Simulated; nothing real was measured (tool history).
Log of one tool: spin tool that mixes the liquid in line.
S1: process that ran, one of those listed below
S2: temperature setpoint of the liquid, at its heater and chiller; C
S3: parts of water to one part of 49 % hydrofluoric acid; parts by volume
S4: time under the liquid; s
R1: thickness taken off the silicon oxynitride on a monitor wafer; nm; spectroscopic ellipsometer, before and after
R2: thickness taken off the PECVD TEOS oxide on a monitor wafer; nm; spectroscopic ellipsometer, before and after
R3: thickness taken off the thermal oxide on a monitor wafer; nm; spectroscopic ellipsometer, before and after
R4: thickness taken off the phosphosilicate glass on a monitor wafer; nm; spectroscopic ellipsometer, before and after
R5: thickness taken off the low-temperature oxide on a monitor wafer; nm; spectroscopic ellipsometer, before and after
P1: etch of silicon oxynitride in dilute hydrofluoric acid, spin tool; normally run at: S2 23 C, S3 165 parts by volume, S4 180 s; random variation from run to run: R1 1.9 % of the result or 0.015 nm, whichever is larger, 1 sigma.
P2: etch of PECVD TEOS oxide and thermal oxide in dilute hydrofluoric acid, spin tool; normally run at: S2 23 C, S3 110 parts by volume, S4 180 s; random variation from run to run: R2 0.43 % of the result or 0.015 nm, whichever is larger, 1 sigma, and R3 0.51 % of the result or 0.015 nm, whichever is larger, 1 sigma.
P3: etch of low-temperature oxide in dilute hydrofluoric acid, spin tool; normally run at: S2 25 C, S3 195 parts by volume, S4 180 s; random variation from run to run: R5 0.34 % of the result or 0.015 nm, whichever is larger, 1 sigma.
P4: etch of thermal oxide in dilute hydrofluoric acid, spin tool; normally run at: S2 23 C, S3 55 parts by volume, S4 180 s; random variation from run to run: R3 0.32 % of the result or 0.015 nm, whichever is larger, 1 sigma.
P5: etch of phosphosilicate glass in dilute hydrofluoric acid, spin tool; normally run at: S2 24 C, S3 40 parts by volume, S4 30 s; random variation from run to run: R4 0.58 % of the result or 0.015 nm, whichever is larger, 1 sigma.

run,hour,S1,S2,S3,S4,R1,R2,R3,R4,R5
1,4.5,P1,23,165,180,1.374,,,,
2,8.7,P2,23,110,85,,10.751,3.5144,,
3,14.3,P1,23,165,320,2.5336,,,,
4,17.6,P1,23,230,180,0.97321,,,,
5,21.1,P5,29,40,30,,,,135.63,
6,26.5,P3,25,325,180,,,,,12.594
7,30.6,P1,23,165,180,1.4088,,,,
8,33.9,P4,23,55,360,,,32.168,,
9,37.9,P1,17,165,180,1.088,,,,
10,42,P1,30,165,355,3.7695,,,,
11,46.5,P4,23,55,180,,,16.14,,
12,49.4,P1,27.5,270,180,1.002,,,,
13,52.8,P1,23,165,180,1.4222,,,,
14,56.2,P1,27,165,180,1.7222,,,,
15,59.4,P4,23,55,180,,,16.001,,
16,65.1,P2,23,160,180,,14.854,4.8405,,
17,69.9,P3,25,195,15,,,,,2.0136
18,74.4,P4,17,55,180,,,12.529,,
# hour 78.1: hydrofluoric acid flow meter replaced
19,80.1,P1,23,165,60,0.44586,,,,
20,83.8,P2,23,110,180,,23.143,7.4087,,
21,87.7,P5,24,25,30,,,,177.81,
22,93,P5,24,40,50,,,,183.48,
23,95.7,P5,24,40,30,,,,109.86,
24,101,P4,23,90,180,,,9.3938,,
25,104.8,P3,32.5,195,180,,,,,31.265
26,110,P1,23,165,180,1.4106,,,,
27,114.4,P1,23,70,180,3.4593,,,,
28,118.7,P1,23,235,265,1.4184,,,,
# hour 119.2: thermometer replaced
29,123.8,P3,25,195,180,,,,,23.996
30,126.6,P2,17,110,180,,17.891,5.8196,,
31,131.2,P1,23,165,180,1.4094,,,,
32,136.1,P1,23,165,180,1.4312,,,,
33,139.5,P1,23,165,180,1.3901,,,,
34,144.8,P1,23,165,180,1.493,,,,
35,148.9,P1,23,165,180,1.5444,,,,
36,152.4,P1,23,165,180,1.5394,,,,
37,157.4,P1,23,165,180,1.4911,,,,
38,162.9,P1,23,165,180,1.556,,,,
39,166.2,P1,23,165,180,1.582,,,,
40,171.5,P1,23,165,180,1.5414,,,,

What P1 gives has crept away from where it was. These 2 causes fit the log equally well, each at the size given:
A: hydrofluoric acid flow above the setpoint (%) = 10.4
B: liquid hotter than its thermometer reads (K) = 2.44
The creep began at about hour 136.1.

4 check runs are offered, one wafer each, their results left as question marks. Which one tells the causes apart?
check 1,176.8,P2,17.5,110,180,,?,?,,
check 2,176.8,P3,31,195,35,,,,,?
check 3,176.8,P5,28,40,45,,,,?,
check 4,176.8,P4,18.5,55,335,,,?,,

What each check would give under each cause:
check,result,if A,if B
check 1,R2,20.494,20.31
check 1,R3,6.6278,6.5685
check 2,R5,6.5314,6.2764
check 3,R4,215.69,214.12
check 4,R3,27.474,27.436
How far apart the two closest causes lie, in the result that separates them most: check 1 0.9 %; check 2 3.98 %; check 3 0.73 %; check 4 0.14 %
Check 2 tells the causes apart: in the others they would give nearly the same result.

Then check 2 was run and gave: R5 6.5459 nm. Which cause is it?

It is A: hydrofluoric acid flow above the setpoint (%).

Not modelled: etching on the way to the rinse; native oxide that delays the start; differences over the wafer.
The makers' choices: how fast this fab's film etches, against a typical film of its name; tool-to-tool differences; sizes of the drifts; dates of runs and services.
